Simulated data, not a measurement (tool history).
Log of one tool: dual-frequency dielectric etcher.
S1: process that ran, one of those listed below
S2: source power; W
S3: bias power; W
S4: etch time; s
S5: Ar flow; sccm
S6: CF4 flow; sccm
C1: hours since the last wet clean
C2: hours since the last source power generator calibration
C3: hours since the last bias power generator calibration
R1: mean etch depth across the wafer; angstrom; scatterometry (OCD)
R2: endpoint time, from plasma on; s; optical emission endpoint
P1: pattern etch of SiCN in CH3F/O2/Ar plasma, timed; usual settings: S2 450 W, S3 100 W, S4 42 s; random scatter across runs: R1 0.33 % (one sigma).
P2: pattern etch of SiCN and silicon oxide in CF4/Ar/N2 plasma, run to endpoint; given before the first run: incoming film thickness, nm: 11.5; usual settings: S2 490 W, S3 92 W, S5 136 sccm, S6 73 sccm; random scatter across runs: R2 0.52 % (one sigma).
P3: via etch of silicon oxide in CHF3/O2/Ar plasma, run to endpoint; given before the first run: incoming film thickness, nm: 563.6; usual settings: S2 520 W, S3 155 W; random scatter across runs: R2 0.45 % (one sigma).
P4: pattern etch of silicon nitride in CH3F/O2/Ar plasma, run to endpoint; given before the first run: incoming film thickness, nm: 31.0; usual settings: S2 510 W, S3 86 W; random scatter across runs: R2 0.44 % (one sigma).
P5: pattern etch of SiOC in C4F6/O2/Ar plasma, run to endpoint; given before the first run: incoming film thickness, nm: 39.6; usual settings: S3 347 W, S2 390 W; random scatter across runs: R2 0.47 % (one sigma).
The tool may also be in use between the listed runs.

{"run": 1, "hour": 16.7, "S1": "P1", "S2": 450, "S3": 100, "S4": 42, "C1": 342.7, "C2": 1189.9, "C3": 2148, "R1": 190.51}
{"run": 2, "hour": 28.8, "S1": "P1", "S2": 450, "S3": 100, "S4": 24.5, "C1": 354.8, "C2": 1202, "C3": 2160.1, "R1": 111.14}
{"run": 3, "hour": 41.2, "S1": "P5", "S2": 290, "S3": 347, "C1": 367.2, "C2": 1214.4, "C3": 2172.5, "R2": 17.144}
{"run": 4, "hour": 52.4, "S1": "P1", "S2": 330, "S3": 100, "S4": 42, "C1": 378.4, "C2": 1225.6, "C3": 2183.7, "R1": 170.14}
{"run": 5, "hour": 61.9, "S1": "P1", "S2": 450, "S3": 100, "S4": 60.5, "C1": 387.9, "C2": 1235.1, "C3": 2193.2, "R1": 273.61}
{"run": 6, "hour": 75.7, "S1": "P4", "S2": 510, "S3": 86, "C1": 401.7, "C2": 1248.9, "C3": 2207, "R2": 38.149}
{"run": 7, "hour": 87.7, "S1": "P1", "S2": 300, "S3": 65, "S4": 42, "C1": 413.7, "C2": 1260.9, "C3": 2219, "R1": 140.57}
{"run": 8, "hour": 96.6, "S1": "P2", "S2": 490, "S3": 92, "S5": 136, "S6": 102, "C1": 422.6, "C2": 1269.8, "C3": 2227.9, "R2": 11.334}
{"run": 9, "hour": 109.2, "S1": "P1", "S2": 580, "S3": 100, "S4": 42, "C1": 435.2, "C2": 1282.4, "C3": 2240.5, "R1": 208.85}
{"run": 10, "hour": 123.8, "S1": "P3", "S2": 520, "S3": 183, "C1": 449.8, "C2": 1297, "C3": 2255.1, "R2": 296.65}
{"run": 11, "hour": 132.5, "S1": "P2", "S2": 490, "S3": 62, "S5": 136, "S6": 73, "C1": 458.5, "C2": 1305.7, "C3": 2263.8, "R2": 13.729}
{"run": 12, "hour": 149.2, "S1": "P2", "S2": 660, "S3": 92, "S5": 136, "S6": 73, "C1": 475.2, "C2": 1322.4, "C3": 2280.5, "R2": 9.2574}
{"run": 13, "hour": 158.7, "S1": "P3", "S2": 520, "S3": 155, "C1": 484.7, "C2": 1331.9, "C3": 2290, "R2": 314.11}
{"run": 14, "hour": 175.9, "S1": "P2", "S2": 490, "S3": 92, "S5": 183, "S6": 73, "C1": 501.9, "C2": 1349.1, "C3": 2307.2, "R2": 12.54}
{"run": 15, "hour": 188.9, "S1": "P2", "S2": 490, "S3": 92, "S5": 136, "S6": 73, "C1": 514.9, "C2": 1362.1, "C3": 2320.2, "R2": 11.935}
{"run": 16, "hour": 199.1, "S1": "P1", "S2": 450, "S3": 100, "S4": 42, "C1": 525.1, "C2": 1372.3, "C3": 2330.4, "R1": 190.03}
{"run": 17, "hour": 211.2, "S1": "P1", "S2": 450, "S3": 100, "S4": 42, "C1": 537.2, "C2": 1384.4, "C3": 2342.5, "R1": 190.32}
{"run": 18, "hour": 225.6, "S1": "P3", "S2": 520, "S3": 155, "C1": 551.6, "C2": 1398.8, "C3": 2356.9, "R2": 313.22}
{"run": 19, "hour": 238.4, "S1": "P4", "S2": 330, "S3": 86, "C1": 564.4, "C2": 1411.6, "C3": 2369.7, "R2": 44.936}
{"run": 20, "hour": 250.5, "S1": "P1", "S2": 450, "S3": 100, "S4": 42, "C1": 576.5, "C2": 1423.7, "C3": 2381.8, "R1": 190.19}
{"run": 21, "hour": 259.2, "S1": "P1", "S2": 450, "S3": 140, "S4": 42, "C1": 585.2, "C2": 1432.4, "C3": 2390.5, "R1": 216.86}
{"run": 22, "hour": 270.8, "S1": "P4", "S2": 510, "S3": 50, "C1": 596.8, "C2": 1444, "C3": 2402.1, "R2": 45.83}
{"run": 23, "hour": 287.6, "S1": "P1", "S2": 340, "S3": 76, "S4": 42, "C1": 613.6, "C2": 1460.8, "C3": 2418.9, "R1": 154.9}
{"run": 24, "hour": 300.3, "S1": "P1", "S2": 450, "S3": 68, "S4": 42, "C1": 626.3, "C2": 1473.5, "C3": 2431.6, "R1": 165.72}
{"run": 25, "hour": 312.8, "S1": "P5", "S2": 390, "S3": 347, "C1": 638.8, "C2": 1486, "C3": 2444.1, "R2": 15.41}
{"hour": 315.4, "done": "bias power generator calibrated"}
{"run": 26, "hour": 329.9, "S1": "P3", "S2": 380, "S3": 155, "C1": 655.9, "C2": 1503.1, "C3": 14.6, "R2": 354.98}
{"run": 27, "hour": 342.4, "S1": "P1", "S2": 450, "S3": 100, "S4": 42, "C1": 668.4, "C2": 1515.6, "C3": 27.1, "R1": 190.9}
{"run": 28, "hour": 354.9, "S1": "P5", "S2": 390, "S3": 484, "C1": 680.9, "C2": 1528.1, "C3": 39.6, "R2": 13.716}
{"run": 29, "hour": 369.6, "S1": "P1", "S2": 450, "S3": 100, "S4": 42, "C1": 695.6, "C2": 1542.8, "C3": 54.3, "R1": 190.26}
{"run": 30, "hour": 377.7, "S1": "P1", "S2": 450, "S3": 100, "S4": 42, "C1": 703.7, "C2": 1550.9, "C3": 62.4, "R1": 191.41}
{"run": 31, "hour": 388.9, "S1": "P1", "S2": 450, "S3": 100, "S4": 42, "C1": 714.9, "C2": 1562.1, "C3": 73.6, "R1": 190.84}
{"run": 32, "hour": 399.3, "S1": "P1", "S2": 450, "S3": 100, "S4": 42, "C1": 725.3, "C2": 1572.5, "C3": 84, "R1": 193.08}
{"run": 33, "hour": 410.5, "S1": "P1", "S2": 450, "S3": 100, "S4": 42, "C1": 736.5, "C2": 1583.7, "C3": 95.2, "R1": 193.36}
{"run": 34, "hour": 423.0, "S1": "P1", "S2": 450, "S3": 100, "S4": 42, "C1": 749, "C2": 1596.2, "C3": 107.7, "R1": 192.94}
{"hour": 438.5, "done": "wet clean of the chamber"}
{"run": 35, "hour": 438.8, "S1": "P1", "S2": 450, "S3": 100, "S4": 42, "C1": 0.4, "C2": 1612, "C3": 123.5, "R1": 194.55}
{"run": 36, "hour": 450.3, "S1": "P1", "S2": 450, "S3": 100, "S4": 42, "C1": 11.9, "C2": 1623.5, "C3": 135, "R1": 193.77}
{"run": 37, "hour": 458.5, "S1": "P1", "S2": 450, "S3": 100, "S4": 42, "C1": 20.1, "C2": 1631.7, "C3": 143.2, "R1": 193.21}
{"run": 38, "hour": 466.9, "S1": "P1", "S2": 450, "S3": 100, "S4": 42, "C1": 28.5, "C2": 1640.1, "C3": 151.6, "R1": 194.96}
{"run": 39, "hour": 480.1, "S1": "P1", "S2": 450, "S3": 100, "S4": 42, "C1": 41.7, "C2": 1653.3, "C3": 164.8, "R1": 194.37}
{"run": 40, "hour": 493.5, "S1": "P1", "S2": 450, "S3": 100, "S4": 42, "C1": 55.1, "C2": 1666.7, "C3": 178.2, "R1": 193.03}

What P1 gives has crept off from where it sat before. The 2 causes that follow fit the log equally well, each at the size noted:
A: bias power that arrives over what is set, % = 4.52
B: source power that arrives over what is set, % = 4.59
Onset of the creep was near hour 377.7.
Why every other cause is out:
chamber walls in a state that raises the etch rate, %: work on it at hour 438.5, done after the drift set in, did not restore what the process gave before

Which of the 4 check runs listed below, each an average over 3 wafers with its results shown as question marks, gives clearly different results under the different listed causes?
{"run": "check 1", "hour": 506.9, "S1": "P2", "S2": 490, "S3": 92, "S5": 136, "S6": 73, "R2": "?"}
{"run": "check 2", "hour": 506.9, "S1": "P4", "S2": 510, "S3": 86, "R2": "?"}
{"run": "check 3", "hour": 506.9, "S1": "P5", "S2": 390, "S3": 347, "R2": "?"}
{"run": "check 4", "hour": 506.9, "S1": "P3", "S2": 520, "S3": 155, "R2": "?"}

Check results expected under each cause:
check=check_1 result=R2 if_A=11.767 if_B=11.5
check=check_2 result=R2 if_A=37.53 if_B=37.478
check=check_3 result=R2 if_A=15.171 if_B=15.153
check=check_4 result=R2 if_A=308.94 if_B=308.12
How far apart the two closest causes lie, in the result that separates them most: check 1 2.29 %; check 2 0.14 %; check 3 0.12 %; check 4 0.26 %
Check 1 is the one run that separates the causes; every other check would come out nearly the same whichever cause is at work.

Running check 1 produced the following: R2 11.537 s. Which one of the listed causes fits?

It was cause B: source power that arrives over what is set, %.
